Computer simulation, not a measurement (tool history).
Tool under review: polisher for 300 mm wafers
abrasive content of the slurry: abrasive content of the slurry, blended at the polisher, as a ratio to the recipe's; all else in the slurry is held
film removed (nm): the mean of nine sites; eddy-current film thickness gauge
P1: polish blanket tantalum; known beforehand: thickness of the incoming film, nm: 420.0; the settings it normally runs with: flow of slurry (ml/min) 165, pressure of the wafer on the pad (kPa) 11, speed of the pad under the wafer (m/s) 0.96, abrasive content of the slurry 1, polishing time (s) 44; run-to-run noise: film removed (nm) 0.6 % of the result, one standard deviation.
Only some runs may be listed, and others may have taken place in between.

run,hour,flow of slurry (ml/min),pressure of the wafer on the pad (kPa),speed of the pad under the wafer (m/s),abrasive content of the slurry,polishing time (s),wafers polished on this pad,hours since the slurry nozzle was cleaned,hours since the head pressure was calibrated,hours since the slurry blender was calibrated,film removed (nm)
1,5.2,165,11,0.96,1,44,307,191,434.6,195.1,51.41
2,13.6,165,11,0.96,1,44,453,199.4,443,203.5,51.196
3,22.4,165,11,0.48,1,44,605,208.2,451.8,212.3,25.475
4,27.1,165,11,1.38,1,44,687,212.9,456.5,217,73.062
5,36.1,165,16.5,0.96,1,44,843,221.9,465.5,226,76.268
6,44.3,165,11,0.96,1,44,986,230.1,473.7,234.2,51.458
# hour 45.8: worn pad replaced by a new one
7,50.6,165,11,0.96,1,24,84,236.4,480,240.5,27.738
8,58.3,165,11,0.96,1,44,218,244.1,487.7,248.2,51.058
9,64.3,165,6.9,0.96,1,44,322,250.1,493.7,254.2,31.671
10,70.8,100,11,0.96,1,44,435,256.6,500.2,260.7,46.882
11,78.7,165,11,0.96,1,44,572,264.5,508.1,268.6,51.355
12,87.3,165,11,0.96,1,44,721,273.1,516.7,277.2,51.049
13,93.1,165,11,0.96,0.65,21,822,278.9,522.5,283,21.258
14,98.3,165,11,0.96,0.5,44,912,284.1,527.7,288.2,39.511
15,108.5,165,11,0.96,1,59,1090,294.3,537.9,298.4,68.195
16,116.9,250,11,0.96,1,44,1235,302.7,546.3,306.8,54.113
17,124,165,11,0.96,1.4,44,1359,309.8,553.4,313.9,55.384

Run 18 has not been measured yet. What should we expect?
18,134.3,165,11,0.96,1,44,1538,320.1,563.7,324.2,?

Run 18 gave film removed (nm) 51.172.
